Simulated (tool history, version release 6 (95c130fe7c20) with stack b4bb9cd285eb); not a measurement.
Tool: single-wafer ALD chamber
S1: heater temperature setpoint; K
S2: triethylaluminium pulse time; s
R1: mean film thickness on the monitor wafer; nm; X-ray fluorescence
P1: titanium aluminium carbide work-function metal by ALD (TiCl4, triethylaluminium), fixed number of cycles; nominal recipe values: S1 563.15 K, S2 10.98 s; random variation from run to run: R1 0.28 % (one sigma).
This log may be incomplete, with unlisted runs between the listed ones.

Run 1, hour 7.2: S1 563.15 K, S2 10.98 s. Result: R1 1.8834 nm.
Run 2, hour 16.5: S1 586.15 K, S2 10.98 s. Result: R1 2.0827 nm.
Run 3, hour 27.6: S1 563.15 K, S2 4.82 s. Result: R1 1.5617 nm.
Run 4, hour 32.9: S1 563.15 K, S2 10.98 s. Result: R1 1.8877 nm.
Run 5, hour 40.1: S1 563.15 K, S2 10.98 s. Result: R1 1.8802 nm.
Run 6, hour 51.1: S1 563.15 K, S2 10.98 s. Result: R1 1.8824 nm.
Run 7, hour 60.3: S1 563.15 K, S2 17.76 s. Result: R1 1.9285 nm.
Run 8, hour 66.0: S1 563.15 K, S2 10.98 s. Result: R1 1.8798 nm.
Run 9, hour 77.5: S1 546.15 K, S2 10.98 s. Result: R1 1.7380 nm.
Run 10, hour 88.0: S1 542.15 K, S2 8.02 s. Result: R1 1.6395 nm.
Run 11, hour 94.4: S1 563.15 K, S2 10.98 s. Result: R1 1.8780 nm.
Run 12, hour 102.0: S1 563.15 K, S2 10.98 s. Result: R1 1.8783 nm.
Run 13, hour 110.4: S1 563.15 K, S2 10.98 s. Result: R1 1.8708 nm.
Run 14, hour 121.0: S1 563.15 K, S2 10.98 s. Result: R1 1.8487 nm.
Run 15, hour 126.6: S1 563.15 K, S2 10.98 s. Result: R1 1.8430 nm.
Run 16, hour 132.7: S1 563.15 K, S2 10.98 s. Result: R1 1.8490 nm.
Run 17, hour 139.5: S1 563.15 K, S2 10.98 s. Result: R1 1.8509 nm.
Run 18, hour 144.6: S1 563.15 K, S2 10.98 s. Result: R1 1.8444 nm.

Something has made what P1 gives creep away from where it was; the 2 causes below, each at its own stated size, fit the log equally well:
A: wafer temperature below the value expected at the setpoint (K) = 4.4
B: triethylaluminium dose below that of a fresh bottle (%) = 16.3
At approximately hour 102.0, the process output began to creep.

Question marks stand in for the results of the 4 check runs listed below, each run on one wafer. Under which run would the listed causes show clearly different results?
Run check 1, hour 149.7: S1 584.15 K, S2 10.98 s. Result: R1 ?.
Run check 2, hour 149.7: S1 585.15 K, S2 10.98 s. Result: R1 ?.
Run check 3, hour 149.7: S1 551.15 K, S2 5.51 s. Result: R1 ?.
Run check 4, hour 149.7: S1 586.15 K, S2 10.98 s. Result: R1 ?.

What each check would give under each cause:
  check  result    if A    if B
check 1      R1  2.0234  2.0205
check 2      R1  2.0320  2.0289
check 3      R1  1.5176  1.4506
check 4      R1  2.0406  2.0374
Gap, in per cent, between the two causes that each check separates least, read from the result that separates them most: check 1 0.15 %; check 2 0.15 %; check 3 4.51 %; check 4 0.16 %
Check 3 tells the causes apart: in the others they would give nearly the same result.

Check 3 has now been run. It gave: R1 1.5122 nm. Which of the candidate causes is it?

It is A: wafer temperature below the value expected at the setpoint (K).
